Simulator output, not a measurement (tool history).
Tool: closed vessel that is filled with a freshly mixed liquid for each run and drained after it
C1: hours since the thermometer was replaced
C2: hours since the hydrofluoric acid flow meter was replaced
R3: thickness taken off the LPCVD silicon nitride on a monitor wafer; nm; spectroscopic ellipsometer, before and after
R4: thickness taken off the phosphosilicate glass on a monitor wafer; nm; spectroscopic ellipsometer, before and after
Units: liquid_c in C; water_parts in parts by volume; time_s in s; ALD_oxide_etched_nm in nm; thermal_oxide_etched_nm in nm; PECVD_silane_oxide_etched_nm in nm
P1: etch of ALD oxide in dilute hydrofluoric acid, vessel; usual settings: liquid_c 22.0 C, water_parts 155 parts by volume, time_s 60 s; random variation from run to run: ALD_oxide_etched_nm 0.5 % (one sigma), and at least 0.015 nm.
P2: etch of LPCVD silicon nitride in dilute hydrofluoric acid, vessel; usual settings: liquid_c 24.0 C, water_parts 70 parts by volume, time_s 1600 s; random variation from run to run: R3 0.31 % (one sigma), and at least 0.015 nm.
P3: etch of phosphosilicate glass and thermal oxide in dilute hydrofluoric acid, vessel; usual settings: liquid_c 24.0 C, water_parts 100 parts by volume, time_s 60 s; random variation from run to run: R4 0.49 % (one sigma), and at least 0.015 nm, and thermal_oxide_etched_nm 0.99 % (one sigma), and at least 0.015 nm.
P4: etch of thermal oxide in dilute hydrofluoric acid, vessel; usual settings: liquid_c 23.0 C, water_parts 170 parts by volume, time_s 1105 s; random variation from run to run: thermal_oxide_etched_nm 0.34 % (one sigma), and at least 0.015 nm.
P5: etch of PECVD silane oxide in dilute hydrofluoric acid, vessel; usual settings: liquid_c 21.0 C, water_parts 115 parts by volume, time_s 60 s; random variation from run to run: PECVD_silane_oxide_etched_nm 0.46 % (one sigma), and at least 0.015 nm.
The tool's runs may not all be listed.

run 1 day=0.396 | process=P1 liquid_c=22.0 water_parts=155 time_s=60 | C1=801.2 C2=431.0 | ALD_oxide_etched_nm=11.1260
run 2 day=0.850 | process=P4 liquid_c=30.5 water_parts=170 time_s=1105 | C1=812.1 C2=441.9 | thermal_oxide_etched_nm=32.9850
run 3 day=1.379 | process=P1 liquid_c=22.0 water_parts=55 time_s=30 | C1=824.8 C2=454.6 | ALD_oxide_etched_nm=17.4170
run 4 day=1.788 | process=P2 liquid_c=24.0 water_parts=70 time_s=2700 | C1=834.6 C2=464.4 | R3=16.8100
run 5 day=2.088 | process=P1 liquid_c=22.0 water_parts=65 time_s=60 | C1=841.8 C2=471.6 | ALD_oxide_etched_nm=29.7290
run 6 day=2.579 | process=P1 liquid_c=22.0 water_parts=215 time_s=60 | C1=853.6 C2=483.4 | ALD_oxide_etched_nm=7.5021
run 7 day=3.062 | process=P1 liquid_c=22.0 water_parts=155 time_s=60 | C1=865.2 C2=495.0 | ALD_oxide_etched_nm=11.1640
run 8 day=3.525 | process=P1 liquid_c=29.5 water_parts=155 time_s=60 | C1=876.3 C2=506.1 | ALD_oxide_etched_nm=14.8460
-- day=3.954 hydrofluoric acid flow meter replaced
run 9 day=3.992 | process=P1 liquid_c=22.0 water_parts=75 time_s=90 | C1=887.5 C2=0.9 | ALD_oxide_etched_nm=37.5470
run 10 day=4.354 | process=P1 liquid_c=22.0 water_parts=155 time_s=90 | C1=896.2 C2=9.6 | ALD_oxide_etched_nm=16.5920
run 11 day=4.696 | process=P3 liquid_c=24.0 water_parts=100 time_s=30 | C1=904.4 C2=17.8 | thermal_oxide_etched_nm=1.4239 R4=23.301
run 12 day=5.104 | process=P2 liquid_c=17.5 water_parts=70 time_s=1600 | C1=914.2 C2=27.6 | R3=6.3738
run 13 day=5.392 | process=P1 liquid_c=17.0 water_parts=155 time_s=60 | C1=921.1 C2=34.5 | ALD_oxide_etched_nm=9.1450
run 14 day=5.900 | process=P4 liquid_c=23.0 water_parts=170 time_s=1845 | C1=933.3 C2=46.7 | thermal_oxide_etched_nm=41.7880
run 15 day=6.329 | process=P2 liquid_c=24.0 water_parts=70 time_s=1600 | C1=943.6 C2=57.0 | R3=9.9368
run 16 day=6.567 | process=P5 liquid_c=21.0 water_parts=115 time_s=60 | C1=949.3 C2=62.7 | PECVD_silane_oxide_etched_nm=23.317
run 17 day=7.038 | process=P4 liquid_c=23.0 water_parts=170 time_s=1105 | C1=960.6 C2=74.0 | thermal_oxide_etched_nm=25.0740
run 18 day=7.517 | process=P5 liquid_c=17.0 water_parts=115 time_s=60 | C1=972.1 C2=85.5 | PECVD_silane_oxide_etched_nm=19.839
run 19 day=7.754 | process=P4 liquid_c=23.0 water_parts=40 time_s=1105 | C1=977.8 C2=91.2 | thermal_oxide_etched_nm=125.0000
run 20 day=8.238 | process=P2 liquid_c=24.0 water_parts=45 time_s=1600 | C1=989.4 C2=102.8 | R3=15.4160
run 21 day=8.662 | process=P1 liquid_c=22.0 water_parts=155 time_s=60 | C1=999.6 C2=113.0 | ALD_oxide_etched_nm=11.2490
run 22 day=9.067 | process=P1 liquid_c=22.0 water_parts=155 time_s=30 | C1=1009.3 C2=122.7 | ALD_oxide_etched_nm=5.5752
run 23 day=9.579 | process=P3 liquid_c=24.0 water_parts=100 time_s=60 | C1=1021.6 C2=135.0 | thermal_oxide_etched_nm=2.8905 R4=46.766
run 24 day=9.838 | process=P5 liquid_c=21.0 water_parts=210 time_s=60 | C1=1027.8 C2=141.2 | PECVD_silane_oxide_etched_nm=11.508
run 25 day=10.342 | process=P1 liquid_c=22.0 water_parts=155 time_s=60 | C1=1039.9 C2=153.3 | ALD_oxide_etched_nm=11.0870
run 26 day=10.617 | process=P5 liquid_c=21.0 water_parts=115 time_s=30 | C1=1046.5 C2=159.9 | PECVD_silane_oxide_etched_nm=11.736
run 27 day=11.062 | process=P5 liquid_c=21.0 water_parts=115 time_s=60 | C1=1057.2 C2=170.6 | PECVD_silane_oxide_etched_nm=23.442
run 28 day=11.550 | process=P3 liquid_c=19.0 water_parts=100 time_s=60 | C1=1068.9 C2=182.3 | thermal_oxide_etched_nm=2.2956 R4=37.971
run 29 day=11.942 | process=P1 liquid_c=30.0 water_parts=280 time_s=60 | C1=1078.3 C2=191.7 | ALD_oxide_etched_nm=7.1640
run 30 day=12.350 | process=P3 liquid_c=24.0 water_parts=145 time_s=60 | C1=1088.1 C2=201.5 | thermal_oxide_etched_nm=1.8569 R4=30.457
run 31 day=12.833 | process=P1 liquid_c=22.0 water_parts=155 time_s=60 | C1=1099.7 C2=213.1 | ALD_oxide_etched_nm=11.0200
run 32 day=13.333 | process=P1 liquid_c=22.0 water_parts=155 time_s=60 | C1=1111.7 C2=225.1 | ALD_oxide_etched_nm=11.5680
run 33 day=13.754 | process=P1 liquid_c=22.0 water_parts=155 time_s=60 | C1=1121.8 C2=235.2 | ALD_oxide_etched_nm=11.6150
run 34 day=14.158 | process=P1 liquid_c=22.0 water_parts=155 time_s=60 | C1=1131.5 C2=244.9 | ALD_oxide_etched_nm=11.6670

The next listed run, before its measurement:
run 35 day=14.392 | process=P1 liquid_c=22.0 water_parts=155 time_s=60 | C1=1137.1 C2=250.5 | ALD_oxide_etched_nm=?

Run 35 gave ALD_oxide_etched_nm 11.6380 nm.
